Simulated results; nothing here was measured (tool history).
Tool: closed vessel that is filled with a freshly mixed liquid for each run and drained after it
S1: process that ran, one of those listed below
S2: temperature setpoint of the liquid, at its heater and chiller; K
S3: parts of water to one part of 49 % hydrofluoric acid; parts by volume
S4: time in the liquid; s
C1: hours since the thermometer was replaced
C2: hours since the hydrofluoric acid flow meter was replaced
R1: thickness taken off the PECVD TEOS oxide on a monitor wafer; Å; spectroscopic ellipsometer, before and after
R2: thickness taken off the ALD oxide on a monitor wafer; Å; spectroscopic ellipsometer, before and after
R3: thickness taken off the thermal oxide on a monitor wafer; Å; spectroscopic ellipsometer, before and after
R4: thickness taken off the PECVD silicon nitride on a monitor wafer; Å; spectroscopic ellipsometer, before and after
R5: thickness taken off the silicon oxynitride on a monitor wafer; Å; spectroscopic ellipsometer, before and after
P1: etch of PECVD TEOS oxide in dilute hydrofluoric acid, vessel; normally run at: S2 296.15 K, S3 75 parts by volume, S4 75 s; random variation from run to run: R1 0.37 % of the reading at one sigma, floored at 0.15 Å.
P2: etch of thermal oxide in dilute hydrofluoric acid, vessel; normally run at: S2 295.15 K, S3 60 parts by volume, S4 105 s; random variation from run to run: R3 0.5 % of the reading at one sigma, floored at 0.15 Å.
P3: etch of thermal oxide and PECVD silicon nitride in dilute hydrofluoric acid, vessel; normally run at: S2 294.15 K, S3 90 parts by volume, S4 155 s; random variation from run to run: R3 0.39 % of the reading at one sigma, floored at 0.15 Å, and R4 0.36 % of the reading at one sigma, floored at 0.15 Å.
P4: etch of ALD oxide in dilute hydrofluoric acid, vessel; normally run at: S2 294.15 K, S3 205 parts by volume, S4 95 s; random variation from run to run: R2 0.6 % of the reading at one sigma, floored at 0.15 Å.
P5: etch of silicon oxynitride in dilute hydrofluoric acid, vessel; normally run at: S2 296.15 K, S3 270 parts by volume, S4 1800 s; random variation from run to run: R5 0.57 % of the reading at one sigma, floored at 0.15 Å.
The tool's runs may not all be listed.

run   hour  S1      S2   S3    S4     C1      C2       R1      R2       R3       R4       R5
  1    5.0  P1  296.15   75    75   94.8  1435.3   88.786
  2    8.7  P1  301.65   75    75   98.5  1439.0  110.240
  3   14.1  P1  296.15   75    75  103.9  1444.4   88.539
  4   19.1  P1  290.15   75    75  108.9  1449.4   68.610
  5   22.5  P1  296.15   35    75  112.3  1452.8  200.600
  6   25.0  P4  294.15  205   165  114.8  1455.3           76.725
  7   29.1  P1  296.15  130    75  118.9  1459.4   48.078
      29.5  -- thermometer replaced
  8   33.0  P1  296.15   75    75    3.5  1463.3   88.902
  9   35.4  P1  296.15   75    75    5.9  1465.7   88.441
 10   39.6  P2  299.65   60   105   10.1  1469.9                    92.226
 11   45.0  P2  295.15   60   105   15.5  1475.3                    76.464
 12   49.2  P3  294.15   20   155   19.7  1479.5                   372.070  335.180
 13   53.9  P2  295.15   60    50   24.4  1484.2                    36.336
 14   57.1  P5  296.15  270  1800   27.6  1487.4                                     106.500
 15   59.6  P4  294.15  110    95   30.1  1489.9           90.675
 16   62.6  P5  303.15  270  1800   33.1  1492.9                                     140.610
 17   67.3  P4  298.65  205    95   37.8  1497.6           52.476
 18   72.7  P3  294.15   90   155   43.2  1503.0                    75.803   78.188
 19   77.8  P1  296.15   75    75   48.3  1508.1   88.505
 20   82.4  P3  294.15   90   310   52.9  1512.7                   152.350  156.890
 21   86.0  P1  296.15   75   135   56.5  1516.3  158.820
 22   90.7  P1  300.65   75   105   61.2  1521.0  148.140
 23   95.6  P3  294.15   90   155   66.1  1525.9                    75.691   78.542
 24   99.2  P4  294.15  205    95   69.7  1529.5           43.925
 25  104.3  P4  294.15  205    95   74.8  1534.6           44.514
 26  109.5  P1  296.15   75    30   80.0  1539.8   35.135
 27  112.0  P5  296.15  270   465   82.5  1542.3                                      27.467
 28  115.3  P3  290.15   90   155   85.8  1545.6                    63.770   59.665
 29  120.1  P5  296.15  110  1800   90.6  1550.4                                     292.440
 30  125.4  P2  295.15   20   105   95.9  1555.7                   243.170
 31  129.5  P1  296.15   75    75  100.0  1559.8   88.758
 32  132.5  P1  296.15   75    75  103.0  1562.8   86.456
 33  137.2  P1  296.15   75    75  107.7  1567.5   85.054
 34  140.7  P1  296.15   75    75  111.2  1571.0   83.593
 35  145.6  P1  296.15   75    75  116.1  1575.9   83.147
 36  150.8  P1  296.15   75    75  121.3  1581.1   83.246
 37  155.2  P1  296.15   75    75  125.7  1585.5   82.011
 38  160.7  P1  296.15   75    75  131.2  1591.0   81.261
 39  164.8  P1  296.15   75    75  135.3  1595.1   81.770
 40  168.4  P1  296.15   75    75  138.9  1598.7   81.952

The log shows P1 creeping away from where it was. Any of the 2 causes listed here, at the size stated for it, fits the log just as well as the others:
A: liquid colder than its thermometer reads (K) = 1.89
B: hydrofluoric acid flow below the setpoint (%) = 6.8
Onset of the creep was near hour 129.5.

Listed below are the offered check runs, one wafer per run, with question marks in place of results. For which of them would the causes give clearly different outcomes?
check 1  172.0  P3  294.15   90   155                   ?   ?
check 2  172.0  P5  296.15  270  1800                           ?
check 3  172.0  P4  294.15  205    95               ?
check 4  172.0  P2  295.15   60   105                   ?

Check results expected under each cause:
  check  result    if A    if B
check 1      R3  69.978  69.981
check 1      R4  68.827  73.095
check 2      R5  96.996  96.935
check 3      R2  41.000  40.489
check 4      R3  70.947  71.170
Gap, in per cent, between the two causes that each check separates least, read from the result that separates them most: check 1 6.02 %; check 2 0.06 %; check 3 1.25 %; check 4 0.31 %
Only check 1 tells the causes apart: in the others they would give nearly the same result.

Check 1 has now been run. It gave: R3 69.930 Å; R4 73.264 Å. Which of the candidate causes is it?

It is B: hydrofluoric acid flow below the setpoint (%).
